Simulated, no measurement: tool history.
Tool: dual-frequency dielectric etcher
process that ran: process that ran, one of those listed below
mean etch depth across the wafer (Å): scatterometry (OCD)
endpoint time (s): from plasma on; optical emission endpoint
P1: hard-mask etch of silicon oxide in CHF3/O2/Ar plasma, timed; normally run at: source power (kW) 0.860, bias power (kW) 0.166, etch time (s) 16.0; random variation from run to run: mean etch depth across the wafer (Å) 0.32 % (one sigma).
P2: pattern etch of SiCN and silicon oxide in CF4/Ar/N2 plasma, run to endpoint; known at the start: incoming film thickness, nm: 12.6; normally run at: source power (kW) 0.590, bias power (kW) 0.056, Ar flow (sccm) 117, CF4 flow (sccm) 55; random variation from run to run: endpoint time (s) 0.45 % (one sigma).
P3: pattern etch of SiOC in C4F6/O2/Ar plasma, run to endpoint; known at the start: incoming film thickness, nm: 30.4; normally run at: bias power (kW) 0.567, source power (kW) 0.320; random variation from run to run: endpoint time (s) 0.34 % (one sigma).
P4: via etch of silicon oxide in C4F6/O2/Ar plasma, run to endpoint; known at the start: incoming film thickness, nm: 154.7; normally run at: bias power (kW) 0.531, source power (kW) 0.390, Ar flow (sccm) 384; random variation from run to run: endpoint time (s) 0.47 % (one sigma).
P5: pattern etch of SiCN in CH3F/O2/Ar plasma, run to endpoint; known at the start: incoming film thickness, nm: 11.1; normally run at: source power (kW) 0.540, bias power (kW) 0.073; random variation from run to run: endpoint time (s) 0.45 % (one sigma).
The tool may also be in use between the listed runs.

run     day  process that ran  source power (kW)  bias power (kW)  etch time (s)  Ar flow (sccm)  CF4 flow (sccm)  hours since the last wet clean  hours since the last source power generator calibration  hours since the last bias power generator calibration  mean etch depth across the wafer (Å)  endpoint time (s)
  1   0.446                P1              0.860            0.166           16.0                                                             84.1                                                   1806.9                                                 2087.1                                357.45
  2   0.892                P2              0.590            0.056                            117               42                            94.8                                                   1817.6                                                 2097.8                                                  13.6300
  3   1.129                P3              0.320            0.567                                                                           100.5                                                   1823.3                                                 2103.5                                                  10.4000
  4   1.375                P1              0.860            0.166           16.0                                                            106.4                                                   1829.2                                                 2109.4                                355.95
  5   1.688                P1              1.210            0.220           16.0                                                            113.9                                                   1836.7                                                 2116.9                                445.77
      1.912  -- source power generator calibrated
  6   1.992                P4              0.390            0.531                            266                                            121.2                                                      2.0                                                 2124.2                                                  33.5190
  7   2.317                P1              1.050            0.102           16.0                                                            129.0                                                      9.8                                                 2132.0                                333.89
  8   2.567                P1              0.860            0.124           16.0                                                            135.0                                                     15.8                                                 2138.0                                326.41
  9   2.812                P2              0.590            0.042                            117               55                           140.9                                                     21.7                                                 2143.9                                                  14.3560
      2.854  -- wet clean of the chamber
 10   3.108                P1              0.860            0.166           16.0                                                              6.1                                                     28.8                                                 2151.0                                356.86
 11   3.475                P4              0.390            0.324                            384                                             14.9                                                     37.6                                                 2159.8                                                  41.4280
 12   3.775                P1              0.860            0.217           16.0                                                             22.1                                                     44.8                                                 2167.0                                391.00
 13   4.029                P2              0.590            0.056                             73               55                            28.2                                                     50.9                                                 2173.1                                                  12.0840
 14   4.438                P3              0.380            0.567                                                                            38.0                                                     60.7                                                 2182.9                                                   9.7545
 15   4.817                P1              0.860            0.166           16.0                                                             47.1                                                     69.8                                                 2192.0                                356.12
 16   5.088                P3              0.320            0.567                                                                            53.6                                                     76.3                                                 2198.5                                                  10.3030
 17   5.292                P5              0.540            0.073                                                                            58.5                                                     81.2                                                 2203.4                                                  26.9720
 18   5.592                P2              0.800            0.056                            117               55                            65.7                                                     88.4                                                 2210.6                                                   9.9211
 19   5.938                P1              0.860            0.166           11.0                                                             74.0                                                     96.7                                                 2218.9                                246.23
 20   6.171                P1              0.860            0.166           16.0                                                             79.6                                                    102.3                                                 2224.5                                357.32
 21   6.525                P1              0.590            0.166           16.0                                                             88.1                                                    110.8                                                 2233.0                                309.40
 22   6.775                P1              0.860            0.166           20.0                                                             94.1                                                    116.8                                                 2239.0                                446.62
 23   6.996                P1              1.170            0.166           16.0                                                             99.4                                                    122.1                                                 2244.3                                401.89
 24   7.225                P3              0.320            0.746                                                                           104.9                                                    127.6                                                 2249.8                                                   9.2519
 25   7.612                P5              0.540            0.043                                                                           114.2                                                    136.9                                                 2259.1                                                  31.7160
 26   8.038                P4              0.390            0.531                            384                                            124.4                                                    147.1                                                 2269.3                                                  34.7680
 27   8.262                P4              0.500            0.531                            384                                            129.8                                                    152.5                                                 2274.7                                                  31.6990
 28   8.471                P2              0.590            0.056                            117               55                           134.8                                                    157.5                                                 2279.7                                                  12.9480
 29   8.671                P1              0.860            0.226           19.5                                                            139.6                                                    162.3                                                 2284.5                                483.78
 30   8.900                P1              0.860            0.166           16.0                                                            145.1                                                    167.8                                                 2290.0                                358.68
 31   9.221                P5              0.730            0.073                                                                           152.8                                                    175.5                                                 2297.7                                                  24.0090
 32   9.562                P5              0.540            0.073                                                                           161.0                                                    183.7                                                 2305.9                                                  26.7460
 33   9.804                P1              0.860            0.166           16.0                                                            166.8                                                    189.5                                                 2311.7                                358.24
 34  10.138                P1              0.860            0.166           16.0                                                            174.8                                                    197.5                                                 2319.7                                355.77
 35  10.483                P1              0.860            0.166           16.0                                                            183.1                                                    205.8                                                 2328.0                                355.22
 36  10.862                P1              0.860            0.166           16.0                                                            192.2                                                    214.9                                                 2337.1                                352.07
 37  11.221                P1              0.860            0.166           16.0                                                            200.8                                                    223.5                                                 2345.7                                351.77
     11.408  -- wet clean of the chamber
 38  11.429                P1              0.860            0.166           16.0                                                              0.5                                                    228.5                                                 2350.7                                349.30
 39  11.642                P1              0.860            0.166           16.0                                                              5.6                                                    233.6                                                 2355.8                                350.97

Forecast run 40:
 40  11.929                P1              0.860            0.166           16.0                                                             12.5                                                    240.5                                                 2362.7                                     ?

Run 40 gave mean etch depth across the wafer (Å) 352.05.
